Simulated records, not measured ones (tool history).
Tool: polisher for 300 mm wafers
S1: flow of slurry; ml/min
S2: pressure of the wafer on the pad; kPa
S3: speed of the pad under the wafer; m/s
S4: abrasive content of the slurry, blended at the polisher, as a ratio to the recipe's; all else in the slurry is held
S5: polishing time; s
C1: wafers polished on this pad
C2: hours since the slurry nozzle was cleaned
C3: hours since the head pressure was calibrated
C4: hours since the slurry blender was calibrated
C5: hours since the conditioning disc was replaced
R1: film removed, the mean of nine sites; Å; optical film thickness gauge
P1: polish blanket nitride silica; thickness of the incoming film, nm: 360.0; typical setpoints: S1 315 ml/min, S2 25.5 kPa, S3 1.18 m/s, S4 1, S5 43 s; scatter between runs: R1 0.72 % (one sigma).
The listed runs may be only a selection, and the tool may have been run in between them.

{"run": 1, "hour": 9.3, "S1": 315, "S2": 25.5, "S3": 1.18, "S4": 1, "S5": 43, "C1": 547, "C2": 85.9, "C3": 595.7, "C4": 95.2, "C5": 115.2, "R1": 307.92}
{"run": 2, "hour": 16.7, "S1": 315, "S2": 25.5, "S3": 0.84, "S4": 1, "S5": 43, "C1": 629, "C2": 93.3, "C3": 603.1, "C4": 102.6, "C5": 122.6, "R1": 237.43}
{"run": 3, "hour": 27.2, "S1": 315, "S2": 25.5, "S3": 1.18, "S4": 1.45, "S5": 43, "C1": 744, "C2": 103.8, "C3": 613.6, "C4": 113.1, "C5": 133.1, "R1": 360.38}
{"run": 4, "hour": 35.9, "S1": 315, "S2": 25.5, "S3": 1.86, "S4": 1, "S5": 43, "C1": 840, "C2": 112.5, "C3": 622.3, "C4": 121.8, "C5": 141.8, "R1": 447.18}
{"run": 5, "hour": 46.4, "S1": 315, "S2": 16.5, "S3": 1.18, "S4": 1, "S5": 43, "C1": 956, "C2": 123, "C3": 632.8, "C4": 132.3, "C5": 152.3, "R1": 199.17}
{"hour": 52.8, "done": "head pressure recalibrated"}
{"run": 6, "hour": 53.7, "S1": 315, "S2": 25.5, "S3": 1.18, "S4": 0.5, "S5": 43, "C1": 1036, "C2": 130.3, "C3": 1, "C4": 139.6, "C5": 159.6, "R1": 211.11}
{"run": 7, "hour": 64.5, "S1": 315, "S2": 25.5, "S3": 1.18, "S4": 1, "S5": 19, "C1": 1155, "C2": 141.1, "C3": 11.8, "C4": 150.4, "C5": 170.4, "R1": 137.18}
{"run": 8, "hour": 69.9, "S1": 190, "S2": 25.5, "S3": 1.18, "S4": 1, "S5": 43, "C1": 1214, "C2": 146.5, "C3": 17.2, "C4": 155.8, "C5": 175.8, "R1": 292.69}
{"hour": 76.8, "done": "slurry nozzle cleaned"}
{"run": 9, "hour": 81.1, "S1": 315, "S2": 25.5, "S3": 1.18, "S4": 1, "S5": 43, "C1": 1337, "C2": 4.3, "C3": 28.4, "C4": 167, "C5": 187, "R1": 310.2}
{"run": 10, "hour": 88.3, "S1": 315, "S2": 40, "S3": 1.18, "S4": 1, "S5": 43, "C1": 1416, "C2": 11.5, "C3": 35.6, "C4": 174.2, "C5": 194.2, "R1": 487.9}
{"run": 11, "hour": 95.3, "S1": 480, "S2": 25.5, "S3": 1.18, "S4": 1, "S5": 43, "C1": 1493, "C2": 18.5, "C3": 42.6, "C4": 181.2, "C5": 201.2, "R1": 322.38}
{"run": 12, "hour": 106.3, "S1": 315, "S2": 25.5, "S3": 1.18, "S4": 1, "S5": 61, "C1": 1614, "C2": 29.5, "C3": 53.6, "C4": 192.2, "C5": 212.2, "R1": 435.13}
{"run": 13, "hour": 117.5, "S1": 315, "S2": 25.5, "S3": 1.18, "S4": 1, "S5": 43, "C1": 1738, "C2": 40.7, "C3": 64.8, "C4": 203.4, "C5": 223.4, "R1": 307.15}
{"run": 14, "hour": 123.4, "S1": 315, "S2": 25.5, "S3": 1.18, "S4": 0.75, "S5": 64, "C1": 1802, "C2": 46.6, "C3": 70.7, "C4": 209.3, "C5": 229.3, "R1": 402.82}
{"run": 15, "hour": 133.3, "S1": 315, "S2": 25.5, "S3": 1.18, "S4": 1, "S5": 43, "C1": 1911, "C2": 56.5, "C3": 80.6, "C4": 219.2, "C5": 239.2, "R1": 309.35}
{"run": 16, "hour": 140.2, "S1": 315, "S2": 25.5, "S3": 1.18, "S4": 1, "S5": 43, "C1": 1987, "C2": 63.4, "C3": 87.5, "C4": 226.1, "C5": 246.1, "R1": 310.1}
{"run": 17, "hour": 149.9, "S1": 315, "S2": 25.5, "S3": 1.18, "S4": 1, "S5": 43, "C1": 2094, "C2": 73.1, "C3": 97.2, "C4": 235.8, "C5": 255.8, "R1": 296.69}
{"run": 18, "hour": 159.5, "S1": 315, "S2": 25.5, "S3": 1.18, "S4": 1, "S5": 43, "C1": 2200, "C2": 82.7, "C3": 106.8, "C4": 245.4, "C5": 265.4, "R1": 285.07}
{"run": 19, "hour": 168.1, "S1": 315, "S2": 25.5, "S3": 1.18, "S4": 1, "S5": 43, "C1": 2294, "C2": 91.3, "C3": 115.4, "C4": 254, "C5": 274, "R1": 282.12}

The next listed run, before its measurement:
{"hour": 169.3, "done": "head pressure recalibrated"}
{"run": 20, "hour": 179.5, "S1": 315, "S2": 25.5, "S3": 1.18, "S4": 1, "S5": 43, "C1": 2420, "C2": 102.7, "C3": 10.3, "C4": 265.4, "C5": 285.4, "R1": "?"}

R1: 279.07 Å
